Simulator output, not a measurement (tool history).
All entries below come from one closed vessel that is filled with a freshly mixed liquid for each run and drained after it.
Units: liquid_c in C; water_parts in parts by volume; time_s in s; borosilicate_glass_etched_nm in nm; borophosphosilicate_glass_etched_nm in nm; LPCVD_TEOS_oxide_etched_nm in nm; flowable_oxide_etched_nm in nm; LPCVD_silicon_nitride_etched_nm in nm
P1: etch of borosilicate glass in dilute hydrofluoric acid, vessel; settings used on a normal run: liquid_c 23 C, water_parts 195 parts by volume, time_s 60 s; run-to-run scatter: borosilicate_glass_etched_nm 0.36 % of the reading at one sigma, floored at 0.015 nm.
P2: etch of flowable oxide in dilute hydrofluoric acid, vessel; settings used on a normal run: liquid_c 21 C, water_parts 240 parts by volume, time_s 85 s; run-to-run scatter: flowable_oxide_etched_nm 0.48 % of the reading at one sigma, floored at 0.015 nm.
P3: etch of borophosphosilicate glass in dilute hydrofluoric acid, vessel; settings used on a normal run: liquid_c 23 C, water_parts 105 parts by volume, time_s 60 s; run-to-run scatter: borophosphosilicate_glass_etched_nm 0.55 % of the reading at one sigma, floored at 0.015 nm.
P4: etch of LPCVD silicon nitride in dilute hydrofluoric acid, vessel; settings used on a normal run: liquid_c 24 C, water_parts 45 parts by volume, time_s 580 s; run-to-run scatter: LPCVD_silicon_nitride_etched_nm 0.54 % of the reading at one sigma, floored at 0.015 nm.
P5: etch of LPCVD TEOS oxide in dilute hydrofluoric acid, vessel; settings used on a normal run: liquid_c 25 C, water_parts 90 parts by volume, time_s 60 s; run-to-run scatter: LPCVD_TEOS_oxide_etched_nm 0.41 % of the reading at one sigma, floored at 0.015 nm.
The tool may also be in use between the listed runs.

run,hour,process,liquid_c,water_parts,time_s,hours since the thermometer was replaced,hours since the hydrofluoric acid flow meter was replaced,borosilicate_glass_etched_nm,borophosphosilicate_glass_etched_nm,LPCVD_TEOS_oxide_etched_nm,flowable_oxide_etched_nm,LPCVD_silicon_nitride_etched_nm
1,14.1,P1,23,195,60,452.8,238.2,11.957,,,,
2,21.6,P3,29,105,60,460.3,245.7,,45.694,,,
3,34.3,P5,21,90,60,473,258.4,,,28.736,,
4,44.5,P5,25,90,60,483.2,268.6,,,33.907,,
5,54.2,P1,23,120,60,492.9,278.3,20.927,,,,
6,63,P2,21,240,85,501.7,287.1,,,,12.042,
7,77.7,P1,23,280,60,516.4,301.8,7.5701,,,,
8,92.9,P1,23,195,60,531.6,317,11.87,,,,
9,105.8,P1,23,195,60,544.5,329.9,11.907,,,,
10,114.4,P5,25,90,35,553.1,338.5,,,19.753,,
11,126.2,P4,24,45,860,564.9,350.3,,,,,10.194
12,139.5,P1,23,195,60,578.2,363.6,11.86,,,,
13,155.9,P1,23,195,60,594.6,380,11.844,,,,
14,166.2,P1,30.5,195,30,604.9,390.3,7.7901,,,,
15,180.9,P3,23,105,60,619.6,405,,35.922,,,
16,188.7,P1,23,195,30,627.4,412.8,5.9125,,,,
17,204.5,P2,17,240,85,643.2,428.6,,,,10.405,
18,221.5,P1,28.5,195,60,660.2,445.6,14.449,,,,
19,234.6,P1,23,195,110,673.3,458.7,21.808,,,,
20,243.3,P2,21,240,165,682,467.4,,,,23.464,
21,252.8,P1,19.5,195,60,691.5,476.9,10.46,,,,
22,264.6,P3,23,165,60,703.3,488.7,,21.257,,,
23,277.7,P4,24,45,580,716.4,501.8,,,,,6.8892
24,289.8,P4,24,25,580,728.5,513.9,,,,,12.151
25,304.8,P5,25,150,60,743.5,528.9,,,18.692,,
26,316.7,P4,32,45,580,755.4,540.8,,,,,11.545
27,326.9,P4,24,45,580,765.6,551,,,,,6.8585
28,338,P2,21,355,85,776.7,562.1,,,,7.3871,
29,349,P3,23,105,30,787.7,573.1,,17.865,,,
30,358.4,P1,23,195,60,797.1,582.5,11.92,,,,
31,370.4,P1,23,195,60,809.1,594.5,12.242,,,,
32,382.3,P1,23,195,60,821,606.4,12.485,,,,
33,399.2,P1,23,195,60,837.9,623.3,12.674,,,,
34,411.3,P1,23,195,60,850,635.4,12.631,,,,
35,419,P1,23,195,60,857.7,643.1,12.729,,,,
36,428.9,P1,23,195,60,867.6,653,12.826,,,,
37,440.8,P1,23,195,60,879.5,664.9,12.803,,,,
38,451.3,P1,23,195,60,890,675.4,12.838,,,,
39,464.7,P1,23,195,60,903.4,688.8,12.874,,,,

What P1 gives has crept away from where it was. These 2 causes fit the log equally well, each at the size given:
A: hydrofluoric acid flow above the setpoint (%) = 6.48
B: liquid hotter than its thermometer reads (K) = 2.04
The onset of the drift is placed at about hour 358.4.

Which of the 4 check runs listed below separates the causes, so that each cause would produce a clearly different result? Each run uses one wafer, and its results are marked with question marks.
check 1,478.1,P3,23,105,60,,,,?,,,
check 2,478.1,P5,25,90,60,,,,,?,,
check 3,478.1,P4,24,45,580,,,,,,,?
check 4,478.1,P2,21,240,85,,,,,,?,

How each check would come out, cause by cause:
check,result,if A,if B
check 1,borophosphosilicate_glass_etched_nm,38.532,38.923
check 2,LPCVD_TEOS_oxide_etched_nm,36.189,36.557
check 3,LPCVD_silicon_nitride_etched_nm,7.2684,7.8389
check 4,flowable_oxide_etched_nm,13.076,13.053
How far apart the two closest causes lie, in the result that separates them most: check 1 1.01 %; check 2 1.01 %; check 3 7.56 %; check 4 0.18 %
Only in check 3 would the causes give clearly different results; in the remaining checks their results would be nearly the same.

Check 3 was carried out, with these results: LPCVD_silicon_nitride_etched_nm 7.8476 nm. Which of the listed causes is responsible?

B is the cause: liquid hotter than its thermometer reads (K).
